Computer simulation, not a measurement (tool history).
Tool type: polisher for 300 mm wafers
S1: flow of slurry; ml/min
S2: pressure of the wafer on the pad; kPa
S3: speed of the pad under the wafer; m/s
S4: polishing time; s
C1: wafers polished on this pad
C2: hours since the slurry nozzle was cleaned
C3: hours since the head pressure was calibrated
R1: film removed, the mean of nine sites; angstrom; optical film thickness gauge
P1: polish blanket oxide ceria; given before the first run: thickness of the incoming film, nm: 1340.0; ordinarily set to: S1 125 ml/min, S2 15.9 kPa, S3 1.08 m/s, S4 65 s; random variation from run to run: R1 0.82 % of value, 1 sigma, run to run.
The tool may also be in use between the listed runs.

run  hour   S1    S2    S3  S4   C1     C2     C3      R1
  1   6.2  125  15.9  1.08  65  343  119.1    171  2386.1
  2  10.5  125  15.9  1.08  65  379  123.4  175.3  2383.6
  3  13.7  125   9.7  1.08  65  406  126.6  178.5  1471.9
  4    17  125  15.9  1.08  65  434  129.9  181.8  2386.2
  5  20.1  125  15.9  1.08  65  460    133  184.9  2390.3
  6  22.8  125  15.9  1.08  65  482  135.7  187.6  2359.3
  7  28.7  125  15.9  1.66  65  532  141.6  193.5  3660.6
  8  33.2   75  15.9  1.08  65  570  146.1    198  2074.9
  9  39.4  125     9  1.08  89  622  152.3  204.2  1869.3
 10  42.3  125  15.9  0.48  65  646  155.2  207.1  1056.3
 11  46.9  160  15.9  1.08  65  685  159.8  211.7  2474.5
 12  50.1  125  15.9  1.08  34  712    163  214.9  1247.5
 13  55.8  125  15.9  1.08  65  760  168.7  220.6  2394.1

Expected results for the next run?
     56.4  -- worn pad replaced by a new one
 14    62  125  15.9  1.08  101  47  174.9  226.8   ?

Run 14 yielded R1 3637.3 angstrom.

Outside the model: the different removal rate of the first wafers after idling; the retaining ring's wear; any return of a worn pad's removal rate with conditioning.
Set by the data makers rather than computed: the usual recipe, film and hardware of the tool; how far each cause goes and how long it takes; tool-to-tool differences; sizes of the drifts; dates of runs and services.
